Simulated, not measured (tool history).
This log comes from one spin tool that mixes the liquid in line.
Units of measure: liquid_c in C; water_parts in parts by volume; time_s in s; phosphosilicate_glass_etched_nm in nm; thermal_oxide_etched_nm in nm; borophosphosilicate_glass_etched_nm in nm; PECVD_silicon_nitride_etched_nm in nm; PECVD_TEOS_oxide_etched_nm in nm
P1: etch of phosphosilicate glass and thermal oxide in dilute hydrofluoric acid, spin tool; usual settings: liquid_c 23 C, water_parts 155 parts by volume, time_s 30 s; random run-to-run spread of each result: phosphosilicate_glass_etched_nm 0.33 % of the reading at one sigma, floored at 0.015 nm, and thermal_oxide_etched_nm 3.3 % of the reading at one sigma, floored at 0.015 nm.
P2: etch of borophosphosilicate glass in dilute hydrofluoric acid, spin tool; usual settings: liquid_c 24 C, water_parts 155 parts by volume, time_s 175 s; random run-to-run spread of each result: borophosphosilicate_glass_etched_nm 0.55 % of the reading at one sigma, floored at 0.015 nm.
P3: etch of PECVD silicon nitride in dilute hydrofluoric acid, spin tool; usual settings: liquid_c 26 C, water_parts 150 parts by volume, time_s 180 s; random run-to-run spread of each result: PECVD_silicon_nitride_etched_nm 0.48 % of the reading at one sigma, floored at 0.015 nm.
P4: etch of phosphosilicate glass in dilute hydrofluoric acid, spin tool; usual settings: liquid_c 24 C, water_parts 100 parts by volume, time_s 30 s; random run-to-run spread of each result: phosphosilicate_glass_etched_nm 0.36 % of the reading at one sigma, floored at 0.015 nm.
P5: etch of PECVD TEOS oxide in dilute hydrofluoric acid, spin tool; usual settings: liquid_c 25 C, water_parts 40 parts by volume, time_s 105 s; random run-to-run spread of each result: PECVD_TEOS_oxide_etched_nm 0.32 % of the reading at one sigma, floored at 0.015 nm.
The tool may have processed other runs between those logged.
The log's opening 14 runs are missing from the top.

run,hour,process,liquid_c,water_parts,time_s,hours since the thermometer was replaced,hours since the hydrofluoric acid flow meter was replaced,phosphosilicate_glass_etched_nm,thermal_oxide_etched_nm,borophosphosilicate_glass_etched_nm,PECVD_silicon_nitride_etched_nm,PECVD_TEOS_oxide_etched_nm
15,143.2,P2,24,245,175,1578.9,1320.6,,,30.79,,
16,151.2,P1,27,155,30,1586.9,1328.6,26.259,0.98296,,,
17,160.9,P1,23,155,30,1596.6,1338.3,22.745,0.81825,,,
18,173.4,P1,23,155,30,1609.1,1350.8,22.747,0.79975,,,
19,182.3,P1,17,55,30,1618,1359.7,56.266,2.0145,,,
20,191,P5,25,40,15,1626.7,1368.4,,,,,5.8896
21,199.5,P4,24,100,30,1635.2,1376.9,17.56,,,,
22,208.7,P1,23,155,60,1644.4,1386.1,45.621,1.6353,,,
23,216.9,P1,23,155,15,1652.6,1394.3,11.417,0.43623,,,
24,228.6,P1,23,155,30,1664.3,1406,22.784,0.8377,,,

What will run 25 give?
25,238.6,P5,18,40,105,1674.3,1416,,,,,?

{"run 25": {"PECVD_TEOS_oxide_etched_nm": 30.591}}

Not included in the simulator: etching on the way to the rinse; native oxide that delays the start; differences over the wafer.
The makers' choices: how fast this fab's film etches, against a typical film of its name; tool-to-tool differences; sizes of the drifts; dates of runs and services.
